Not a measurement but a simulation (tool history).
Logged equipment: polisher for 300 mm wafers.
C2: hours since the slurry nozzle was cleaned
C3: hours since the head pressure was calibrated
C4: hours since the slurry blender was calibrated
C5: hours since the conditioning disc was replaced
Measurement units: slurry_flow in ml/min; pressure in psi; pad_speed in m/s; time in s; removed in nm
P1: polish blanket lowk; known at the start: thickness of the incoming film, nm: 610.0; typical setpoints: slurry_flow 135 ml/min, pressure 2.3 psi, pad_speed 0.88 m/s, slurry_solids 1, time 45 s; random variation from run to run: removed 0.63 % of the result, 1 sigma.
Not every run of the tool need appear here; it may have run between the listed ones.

run 1 hour=15.8 | slurry_flow=135 pressure=2.3 pad_speed=0.88 slurry_solids=1 time=45 | wafers_polished_on_this_pad=486 C2=556.3 C3=344 C4=275.3 C5=275.6 | removed=19.801
run 2 hour=33.2 | slurry_flow=135 pressure=2.3 pad_speed=0.88 slurry_solids=1 time=45 | wafers_polished_on_this_pad=769 C2=573.7 C3=361.4 C4=292.7 C5=293 | removed=19.812
run 3 hour=43.8 | slurry_flow=135 pressure=2.3 pad_speed=0.88 slurry_solids=1 time=45 | wafers_polished_on_this_pad=942 C2=584.3 C3=372 C4=303.3 C5=303.6 | removed=19.648
run 4 hour=58.5 | slurry_flow=135 pressure=2.3 pad_speed=0.88 slurry_solids=0.75 time=33 | wafers_polished_on_this_pad=1181 C2=599 C3=386.7 C4=318 C5=318.3 | removed=12.52
run 5 hour=69.5 | slurry_flow=135 pressure=2.3 pad_speed=1.34 slurry_solids=1 time=45 | wafers_polished_on_this_pad=1360 C2=610 C3=397.7 C4=329 C5=329.3 | removed=27.489
run 6 hour=86.5 | slurry_flow=135 pressure=2.3 pad_speed=0.88 slurry_solids=1 time=20 | wafers_polished_on_this_pad=1637 C2=627 C3=414.7 C4=346 C5=346.3 | removed=8.8757
run 7 hour=103.9 | slurry_flow=105 pressure=2.3 pad_speed=0.88 slurry_solids=1 time=70 | wafers_polished_on_this_pad=1920 C2=644.4 C3=432.1 C4=363.4 C5=363.7 | removed=29.081
run 8 hour=113.5 | slurry_flow=135 pressure=2.3 pad_speed=0.4 slurry_solids=1 time=45 | wafers_polished_on_this_pad=2076 C2=654 C3=441.7 C4=373 C5=373.3 | removed=10.469
run 9 hour=130.8 | slurry_flow=135 pressure=2.3 pad_speed=0.88 slurry_solids=0.5 time=45 | wafers_polished_on_this_pad=2358 C2=671.3 C3=459 C4=390.3 C5=390.6 | removed=13.571
-- hour=143.7 slurry nozzle cleaned
run 10 hour=146.2 | slurry_flow=135 pressure=2.3 pad_speed=0.88 slurry_solids=1 time=45 | wafers_polished_on_this_pad=2609 C2=2.5 C3=474.4 C4=405.7 C5=406 | removed=19.685
run 11 hour=164.6 | slurry_flow=135 pressure=1.1 pad_speed=0.88 slurry_solids=1 time=45 | wafers_polished_on_this_pad=2908 C2=20.9 C3=492.8 C4=424.1 C5=424.4 | removed=9.4096
run 12 hour=178.2 | slurry_flow=135 pressure=2.3 pad_speed=0.88 slurry_solids=1.35 time=45 | wafers_polished_on_this_pad=3130 C2=34.5 C3=506.4 C4=437.7 C5=438 | removed=22.364
run 13 hour=189.9 | slurry_flow=80 pressure=2.3 pad_speed=0.88 slurry_solids=1 time=45 | wafers_polished_on_this_pad=3320 C2=46.2 C3=518.1 C4=449.4 C5=449.7 | removed=17.203
run 14 hour=207.8 | slurry_flow=135 pressure=3.6 pad_speed=0.88 slurry_solids=1 time=45 | wafers_polished_on_this_pad=3611 C2=64.1 C3=536 C4=467.3 C5=467.6 | removed=30.772
run 15 hour=218.9 | slurry_flow=135 pressure=2.3 pad_speed=0.88 slurry_solids=1 time=45 | wafers_polished_on_this_pad=3792 C2=75.2 C3=547.1 C4=478.4 C5=478.7 | removed=19.738
run 16 hour=233.7 | slurry_flow=135 pressure=2.3 pad_speed=0.88 slurry_solids=1 time=68 | wafers_polished_on_this_pad=4033 C2=90 C3=561.9 C4=493.2 C5=493.5 | removed=29.962
run 17 hour=248.9 | slurry_flow=185 pressure=2.3 pad_speed=0.88 slurry_solids=1 time=45 | wafers_polished_on_this_pad=4280 C2=105.2 C3=577.1 C4=508.4 C5=508.7 | removed=20.705
run 18 hour=258.2 | slurry_flow=135 pressure=2.3 pad_speed=0.88 slurry_solids=1 time=45 | wafers_polished_on_this_pad=4432 C2=114.5 C3=586.4 C4=517.7 C5=518 | removed=19.558
run 19 hour=267.6 | slurry_flow=135 pressure=2.3 pad_speed=0.88 slurry_solids=1 time=45 | wafers_polished_on_this_pad=4585 C2=123.9 C3=595.8 C4=527.1 C5=527.4 | removed=19.422
run 20 hour=281.5 | slurry_flow=135 pressure=2.3 pad_speed=0.88 slurry_solids=1 time=45 | wafers_polished_on_this_pad=4811 C2=137.8 C3=609.7 C4=541 C5=541.3 | removed=18.831
run 21 hour=296.5 | slurry_flow=135 pressure=2.3 pad_speed=0.88 slurry_solids=1 time=45 | wafers_polished_on_this_pad=5055 C2=152.8 C3=624.7 C4=556 C5=556.3 | removed=18.453
-- hour=309.4 conditioning disc replaced and pad reconditioned
run 22 hour=312.2 | slurry_flow=135 pressure=2.3 pad_speed=0.88 slurry_solids=1 time=45 | wafers_polished_on_this_pad=5311 C2=168.5 C3=640.4 C4=571.7 C5=2.8 | removed=18.242
-- hour=318.8 slurry nozzle cleaned
run 23 hour=326.6 | slurry_flow=135 pressure=2.3 pad_speed=0.88 slurry_solids=1 time=45 | wafers_polished_on_this_pad=5545 C2=7.8 C3=654.8 C4=586.1 C5=17.2 | removed=17.914
-- hour=330.9 head pressure recalibrated
run 24 hour=335.1 | slurry_flow=135 pressure=2.3 pad_speed=0.88 slurry_solids=1 time=45 | wafers_polished_on_this_pad=5684 C2=16.3 C3=4.2 C4=594.6 C5=25.7 | removed=18.037
run 25 hour=344.2 | slurry_flow=135 pressure=2.3 pad_speed=0.88 slurry_solids=1 time=45 | wafers_polished_on_this_pad=5832 C2=25.4 C3=13.3 C4=603.7 C5=34.8 | removed=17.966
run 26 hour=359.9 | slurry_flow=135 pressure=2.3 pad_speed=0.88 slurry_solids=1 time=45 | wafers_polished_on_this_pad=6087 C2=41.1 C3=29 C4=619.4 C5=50.5 | removed=17.934

The log shows P1 creeping away from where it was. Any of the 2 causes listed here, at the size stated for it, fits the log just as well as the others:
A: removal rate lost through wear of the pad, % = 9.22
B: abrasive missing from the slurry, % = 18.3
The drift started at roughly hour 267.6.
The rest of the possible causes, and what rules out each one:
slurry flow missing at the pad, %: serviced at hour 318.8, after the change had begun; the process did not return to its earlier output
head's pressure below its setpoint, %: serviced at hour 330.9, after the change had begun; the process did not return to its earlier output
time polished since the conditioner stopped cutting, s: serviced at hour 309.4, after the change had begun; the process did not return to its earlier output

4 check runs are offered, each on 3 wafers whose results are averaged, their results left as question marks. Which one tells the causes apart?
run check 1 hour=375.6 | slurry_flow=135 pressure=3.4 pad_speed=0.88 slurry_solids=1 time=66 | removed=?
run check 2 hour=375.6 | slurry_flow=135 pressure=1.7 pad_speed=0.88 slurry_solids=0.6 time=45 | removed=?
run check 3 hour=375.6 | slurry_flow=135 pressure=3.2 pad_speed=0.5 slurry_solids=1 time=45 | removed=?
run check 4 hour=375.6 | slurry_flow=135 pressure=2.3 pad_speed=1.34 slurry_solids=1 time=20 | removed=?

If the cause were each of the candidates in turn, the checks would give the following:
check=check_1 result=removed if_A=38.764 if_B=38.756
check=check_2 result=removed if_A=10.142 if_B=9.8847
check=check_3 result=removed if_A=15.826 if_B=15.822
check=check_4 result=removed if_A=11.124 if_B=11.122
Per check, the gap between the least separated pair of causes, taken in the result that splits them most: check 1 0.02 %; check 2 2.57 %; check 3 0.02 %; check 4 0.02 %
Only check 2 tells the causes apart: in the others they would give nearly the same result.

After running check 2, the following was obtained: removed 10.101 nm. Which cause does this point to?

The correct cause is A, namely: removal rate lost through wear of the pad, %.
